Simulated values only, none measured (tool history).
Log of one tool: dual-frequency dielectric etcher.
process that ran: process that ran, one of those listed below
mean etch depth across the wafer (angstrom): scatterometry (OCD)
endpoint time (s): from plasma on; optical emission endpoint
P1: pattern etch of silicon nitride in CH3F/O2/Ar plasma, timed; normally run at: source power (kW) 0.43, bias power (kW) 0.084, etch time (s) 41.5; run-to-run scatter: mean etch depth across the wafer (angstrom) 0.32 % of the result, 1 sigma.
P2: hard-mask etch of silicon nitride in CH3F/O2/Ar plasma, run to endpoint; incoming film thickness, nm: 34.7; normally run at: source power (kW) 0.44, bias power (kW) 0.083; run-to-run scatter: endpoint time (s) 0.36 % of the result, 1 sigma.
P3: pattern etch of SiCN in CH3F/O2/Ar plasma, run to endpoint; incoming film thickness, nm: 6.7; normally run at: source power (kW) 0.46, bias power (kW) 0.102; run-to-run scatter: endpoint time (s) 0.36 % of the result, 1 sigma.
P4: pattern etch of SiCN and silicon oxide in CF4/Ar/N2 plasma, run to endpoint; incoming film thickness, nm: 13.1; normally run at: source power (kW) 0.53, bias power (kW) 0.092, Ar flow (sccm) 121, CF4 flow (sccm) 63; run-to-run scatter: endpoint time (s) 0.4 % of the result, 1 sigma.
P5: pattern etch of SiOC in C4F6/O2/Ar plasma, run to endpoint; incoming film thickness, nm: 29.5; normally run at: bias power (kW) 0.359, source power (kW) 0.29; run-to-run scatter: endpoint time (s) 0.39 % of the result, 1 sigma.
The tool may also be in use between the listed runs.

run   hour  process that ran  source power (kW)  bias power (kW)  etch time (s)  Ar flow (sccm)  CF4 flow (sccm)  hours since the last wet clean  hours since the last source power generator calibration  hours since the last bias power generator calibration  mean etch depth across the wafer (angstrom)  endpoint time (s)
  1    3.7                P1               0.43            0.084           41.5                                                            154.2                                                   2262.8                                                  838.8                                       317.12
  2   11.4                P2                0.3            0.083                                                                           161.9                                                   2270.5                                                  846.5                                                          53.554
  3   16.7                P1               0.34            0.067           41.5                                                            167.2                                                   2275.8                                                  851.8                                       268.07
      19.9  -- wet clean of the chamber
  4     22                P1               0.53            0.084           41.5                                                              2.2                                                   2281.1                                                  857.1                                       345.88
  5   29.6                P4               0.65            0.092                            121               63                             9.8                                                   2288.7                                                  864.7                                                          10.745
  6   35.9                P3               0.46            0.102                                                                            16.1                                                     2295                                                    871                                                          14.565
  7   39.6                P3               0.28            0.102                                                                            19.8                                                   2298.7                                                  874.7                                                          17.499
  8   47.2                P1               0.43            0.114           41.5                                                             27.4                                                   2306.3                                                  882.3                                       353.81
  9   51.7                P1               0.43            0.084           41.5                                                             31.9                                                   2310.8                                                  886.8                                        318.8
 10     57                P1               0.43            0.084           60.5                                                             37.2                                                   2316.1                                                  892.1                                       464.67
 11     63                P1               0.43            0.084           41.5                                                             43.2                                                   2322.1                                                  898.1                                       317.62
 12   66.6                P4               0.53            0.092                            121               63                            46.8                                                   2325.7                                                  901.7                                                          12.798
 13     71                P4               0.53            0.092                            121               63                            51.2                                                   2330.1                                                  906.1                                                          12.827
 14   75.7                P1               0.43            0.084           41.5                                                             55.9                                                   2334.8                                                  910.8                                       316.29
 15     84                P2               0.44            0.083                                                                            64.2                                                   2343.1                                                  919.1                                                          46.388
 16   88.5                P1               0.33            0.084           41.5                                                             68.7                                                   2347.6                                                  923.6                                       287.54
 17   96.8                P4               0.53            0.092                            154               63                              77                                                   2355.9                                                  931.9                                                          13.349
 18  101.2                P1               0.43            0.084           27.5                                                             81.4                                                   2360.3                                                  936.3                                       210.01
 19  108.7                P5               0.29            0.359                                                                            88.9                                                   2367.8                                                  943.8                                                          13.087
 20  114.3                P1               0.43            0.062             33                                                             94.5                                                   2373.4                                                  949.4                                       227.06
 21  120.5                P1               0.43            0.065           41.5                                                            100.7                                                   2379.6                                                  955.6                                       291.99
 22  124.5                P1               0.43            0.084           41.5                                                            104.7                                                   2383.6                                                  959.6                                       316.94
 23  132.2                P5                0.2            0.359                                                                           112.4                                                   2391.3                                                  967.3                                                          15.122
 24  137.3                P2               0.44            0.083                                                                           117.5                                                   2396.4                                                  972.4                                                           46.15
 25  142.3                P3               0.46            0.102                                                                           122.5                                                   2401.4                                                  977.4                                                          14.665
 26  146.9                P3               0.46             0.13                                                                           127.1                                                     2406                                                    982                                                          13.281
 27  152.8                P4               0.53            0.068                            121               63                             133                                                   2411.9                                                  987.9                                                          14.299
 28  160.3                P2               0.44            0.049                                                                           140.5                                                   2419.4                                                  995.4                                                          55.173
 29  167.8                P4               0.53            0.092                            121               41                             148                                                   2426.9                                                 1002.9                                                          13.767
 30  175.7                P1                0.5            0.084             23                                                            155.9                                                   2434.8                                                 1010.8                                       186.48
 31  182.6                P5               0.29            0.249                                                                           162.8                                                   2441.7                                                 1017.7                                                          14.952
 32  188.8                P1               0.43            0.084           41.5                                                              169                                                   2447.9                                                 1023.9                                       316.45
 33  192.5                P1               0.43            0.084           41.5                                                            172.7                                                   2451.6                                                 1027.6                                       316.67
 34  198.6                P1               0.43            0.084           41.5                                                            178.8                                                   2457.7                                                 1033.7                                       314.69
 35  202.4                P1               0.43            0.084           41.5                                                            182.6                                                   2461.5                                                 1037.5                                       314.34
 36  206.9                P1               0.43            0.084           41.5                                                            187.1                                                     2466                                                   1042                                       312.16
 37    213                P1               0.43            0.084           41.5                                                            193.2                                                   2472.1                                                 1048.1                                       314.39
 38  216.9                P1               0.43            0.084           41.5                                                            197.1                                                     2476                                                   1052                                        314.3
     218.2  -- wet clean of the chamber
 39  225.2                P1               0.43            0.084           41.5                                                                7                                                   2484.3                                                 1060.3                                       312.46
 40  229.9                P1               0.43            0.084           41.5                                                             11.7                                                     2489                                                   1065                                       312.88
 41  234.4                P1               0.43            0.084           41.5                                                             16.2                                                   2493.5                                                 1069.5                                        314.5
 42  239.9                P1               0.43            0.084           41.5                                                             21.7                                                     2499                                                   1075                                       312.25

What P1 gives has crept away from where it was. These 2 causes fit the log equally well, each at the size given:
A: source power that arrives under what is set, % = 4.45
B: bias power that arrives under what is set, % = 4.76
The creep began at about hour 188.8.
Why every other cause is out:
chamber walls in a state that lowers the etch rate, %: serviced at hour 218.2, which brought nothing back

4 check runs are offered, each on 2 wafers whose results are averaged, their results left as question marks. Which one tells the causes apart?
check 1  245.4                P4               0.53            0.092                            121               63                                                                                                                                                                                                               ?
check 2  245.4                P3               0.46            0.102                                                                                                                                                                                                                                                               ?
check 3  245.4                P5               0.29            0.359                                                                                                                                                                                                                                                               ?
check 4  245.4                P2               0.44            0.083                                                                                                                                                                                                                                                               ?

What each check would give under each cause:
  check             result    if A    if B
check 1  endpoint time (s)  13.365  13.075
check 2  endpoint time (s)  14.869   14.89
check 3  endpoint time (s)  13.363  13.371
check 4  endpoint time (s)  47.104  47.099
How far apart the two closest causes lie, in the result that separates them most: check 1 2.19 %; check 2 0.14 %; check 3 0.06 %; check 4 0.01 %
Check 1 tells the causes apart: in the others they would give nearly the same result.

Check 1 was then run and gave: endpoint time (s) 13.376. Which cause is it?

It is A: source power that arrives under what is set, %.
